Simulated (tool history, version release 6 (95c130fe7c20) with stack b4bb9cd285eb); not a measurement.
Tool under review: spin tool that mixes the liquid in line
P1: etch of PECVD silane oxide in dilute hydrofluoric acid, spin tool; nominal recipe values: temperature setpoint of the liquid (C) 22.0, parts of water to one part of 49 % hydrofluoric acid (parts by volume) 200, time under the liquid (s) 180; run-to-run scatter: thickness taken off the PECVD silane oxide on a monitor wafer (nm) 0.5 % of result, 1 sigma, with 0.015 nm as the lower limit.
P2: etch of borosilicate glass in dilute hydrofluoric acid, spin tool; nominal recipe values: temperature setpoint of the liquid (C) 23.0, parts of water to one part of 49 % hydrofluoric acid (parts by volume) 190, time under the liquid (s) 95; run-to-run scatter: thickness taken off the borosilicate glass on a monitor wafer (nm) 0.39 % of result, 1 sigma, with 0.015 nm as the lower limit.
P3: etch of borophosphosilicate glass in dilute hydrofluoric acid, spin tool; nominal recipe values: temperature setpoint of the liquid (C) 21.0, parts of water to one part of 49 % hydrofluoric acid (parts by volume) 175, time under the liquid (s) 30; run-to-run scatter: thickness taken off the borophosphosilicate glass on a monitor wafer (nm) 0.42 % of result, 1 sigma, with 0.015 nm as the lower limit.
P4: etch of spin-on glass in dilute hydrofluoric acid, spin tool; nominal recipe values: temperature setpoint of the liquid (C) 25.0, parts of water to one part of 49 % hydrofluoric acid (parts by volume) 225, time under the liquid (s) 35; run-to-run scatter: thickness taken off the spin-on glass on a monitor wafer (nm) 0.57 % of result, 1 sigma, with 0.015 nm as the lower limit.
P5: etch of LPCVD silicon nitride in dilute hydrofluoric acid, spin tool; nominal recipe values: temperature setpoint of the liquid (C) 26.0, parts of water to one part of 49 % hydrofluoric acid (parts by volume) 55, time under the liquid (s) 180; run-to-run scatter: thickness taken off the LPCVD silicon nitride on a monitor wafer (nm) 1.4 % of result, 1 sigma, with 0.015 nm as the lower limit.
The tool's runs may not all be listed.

run   hour  process that ran  temperature setpoint of the liquid (C)  parts of water to one part of 49 % hydrofluoric acid (parts by volume)  time under the liquid (s)  hours since the thermometer was replaced  hours since the hydrofluoric acid flow meter was replaced  thickness taken off the PECVD silane oxide on a monitor wafer (nm)  thickness taken off the borophosphosilicate glass on a monitor wafer (nm)  thickness taken off the LPCVD silicon nitride on a monitor wafer (nm)  thickness taken off the borosilicate glass on a monitor wafer (nm)  thickness taken off the spin-on glass on a monitor wafer (nm)
  1   10.0                P1                                    22.0                                                                     200                        180                                    1010.1                                                      100.7                                                             18.9000
  2   16.5                P1                                    22.0                                                                     200                        180                                    1016.6                                                      107.2                                                             19.0510
  3   27.6                P1                                    22.0                                                                     200                         15                                    1027.7                                                      118.3                                                              1.5715
  4   37.9                P1                                    22.0                                                                      60                        180                                    1038.0                                                      128.6                                                             74.4960
  5   44.8                P3                                    21.0                                                                     175                         60                                    1044.9                                                      135.5                                                                                                                                        22.1700
  6   50.6                P5                                    26.0                                                                      55                        300                                    1050.7                                                      141.3                                                                                                                                                                                                                3.1576
  7   59.5                P2                                    23.0                                                                     270                         95                                    1059.6                                                      150.2                                                                                                                                                                                                                                                                                    6.2976
      59.7  -- hydrofluoric acid flow meter replaced
  8   71.6                P4                                    25.0                                                                     225                         35                                    1071.7                                                       12.0                                                                                                                                                                                                                                                                                                                                                   5.6461
      77.6  -- thermometer replaced
  9   83.5                P5                                    26.0                                                                      30                        180                                       6.0                                                       23.9                                                                                                                                                                                                                3.4637
 10   94.5                P1                                    22.0                                                                     200                        180                                      17.0                                                       34.9                                                             19.0440
 11  103.6                P4                                    25.0                                                                     120                         35                                      26.1                                                       44.0                                                                                                                                                                                                                                                                                                                                                  11.9760
 12  115.1                P3                                    21.0                                                                     175                         30                                      37.6                                                       55.5                                                                                                                                        11.1550
 13  123.0                P1                                    22.0                                                                     340                         60                                      45.5                                                       63.4                                                              3.2655
 14  130.9                P1                                    26.0                                                                     200                        265                                      53.4                                                       71.3                                                             32.7090
 15  141.8                P1                                    22.0                                                                     200                        180                                      64.3                                                       82.2                                                             19.1480
 16  151.4                P4                                    25.0                                                                     225                         15                                      73.9                                                       91.8                                                                                                                                                                                                                                                                                                                                                   2.4004
 17  161.5                P4                                    29.0                                                                     225                         35                                      84.0                                                      101.9                                                                                                                                                                                                                                                                                                                                                   6.5687
 18  169.3                P5                                    26.0                                                                      55                        180                                      91.8                                                      109.7                                                                                                                                                                                                                1.8872
 19  177.3                P5                                    26.0                                                                      55                        180                                      99.8                                                      117.7                                                                                                                                                                                                                1.9310
 20  184.0                P1                                    28.5                                                                     200                        180                                     106.5                                                      124.4                                                             24.0790
 21  190.4                P3                                    21.0                                                                     105                         30                                     112.9                                                      130.8                                                                                                                                        19.8220
 22  197.2                P5                                    19.5                                                                      55                        180                                     119.7                                                      137.6                                                                                                                                                                                                                1.2416
 23  208.1                P1                                    22.0                                                                     200                        290                                     130.6                                                      148.5                                                             30.6740
 24  219.6                P1                                    17.0                                                                     200                        180                                     142.1                                                      160.0                                                             15.8060
 25  231.1                P3                                    17.0                                                                     175                         30                                     153.6                                                      171.5                                                                                                                                         9.4089
 26  237.1                P1                                    22.0                                                                     340                        180                                     159.6                                                      177.5                                                              9.7485
 27  246.8                P4                                    25.0                                                                     225                         35                                     169.3                                                      187.2                                                                                                                                                                                                                                                                                                                                                   5.7266
 28  258.4                P2                                    23.0                                                                     190                        165                                     180.9                                                      198.8                                                                                                                                                                                                                                                                                   16.9910
 29  270.0                P2                                    19.5                                                                     190                         95                                     192.5                                                      210.4                                                                                                                                                                                                                                                                                    8.6005
 30  277.1                P2                                    23.0                                                                     190                         95                                     199.6                                                      217.5                                                                                                                                                                                                                                                                                    9.7813
 31  286.7                P1                                    22.0                                                                     200                        180                                     209.2                                                      227.1                                                             19.1230
 32  296.4                P1                                    22.0                                                                     200                        180                                     218.9                                                      236.8                                                             19.6500
 33  302.2                P1                                    22.0                                                                     200                        180                                     224.7                                                      242.6                                                             19.6230
 34  313.8                P1                                    22.0                                                                     200                        180                                     236.3                                                      254.2                                                             20.0800
 35  321.5                P1                                    22.0                                                                     200                        180                                     244.0                                                      261.9                                                             20.1140
 36  333.3                P1                                    22.0                                                                     200                        180                                     255.8                                                      273.7                                                             20.3400
 37  340.2                P1                                    22.0                                                                     200                        180                                     262.7                                                      280.6                                                             20.3240
 38  349.5                P1                                    22.0                                                                     200                        180                                     272.0                                                      289.9                                                             20.1190
 39  360.7                P1                                    22.0                                                                     200                        180                                     283.2                                                      301.1                                                             20.2820

The output of P1 has drifted from where it used to be. Each of the 2 causes below, taken at the size shown beside it, accounts for the log equally well:
A: liquid hotter than its thermometer reads (K) = 1.6
B: hydrofluoric acid flow above the setpoint (%) = 5.1
Creep in the process output first set in at about hour 286.7.

4 check runs are offered, each on 5 wafers whose results are averaged, their results left as question marks. Which one tells the causes apart?
check 1  371.9                P2                                    23.0                                                                     190                         95                                                                                                                                                                                                                                                                                                                                                                                              ?
check 2  371.9                P3                                    21.0                                                                     175                         30                                                                                                                                                                                                                                                   ?
check 3  371.9                P5                                    26.0                                                                      55                        180                                                                                                                                                                                                                                                                                                                          ?
check 4  371.9                P4                                    25.0                                                                     225                         35                                                                                                                                                                                                                                                                                                                                                                                                                                                             ?

Expected result of each check under each candidate cause:
  check                                                                     result     if A     if B
check 1         thickness taken off the borosilicate glass on a monitor wafer (nm)  10.3690  10.3680
check 2  thickness taken off the borophosphosilicate glass on a monitor wafer (nm)  11.8050  11.7700
check 3      thickness taken off the LPCVD silicon nitride on a monitor wafer (nm)   2.1310   2.0140
check 4              thickness taken off the spin-on glass on a monitor wafer (nm)   5.9870   6.0140
Per-check spread between the two closest causes, in the result where they differ most: check 1 0.01 %; check 2 0.3 %; check 3 5.65 %; check 4 0.45 %
Check 3 tells the causes apart: in the others they would give nearly the same result.

Running check 3 produced the following: thickness taken off the LPCVD silicon nitride on a monitor wafer (nm) 2.1346. Which one of the listed causes fits?

Of the candidate causes, it is A: liquid hotter than its thermometer reads (K).
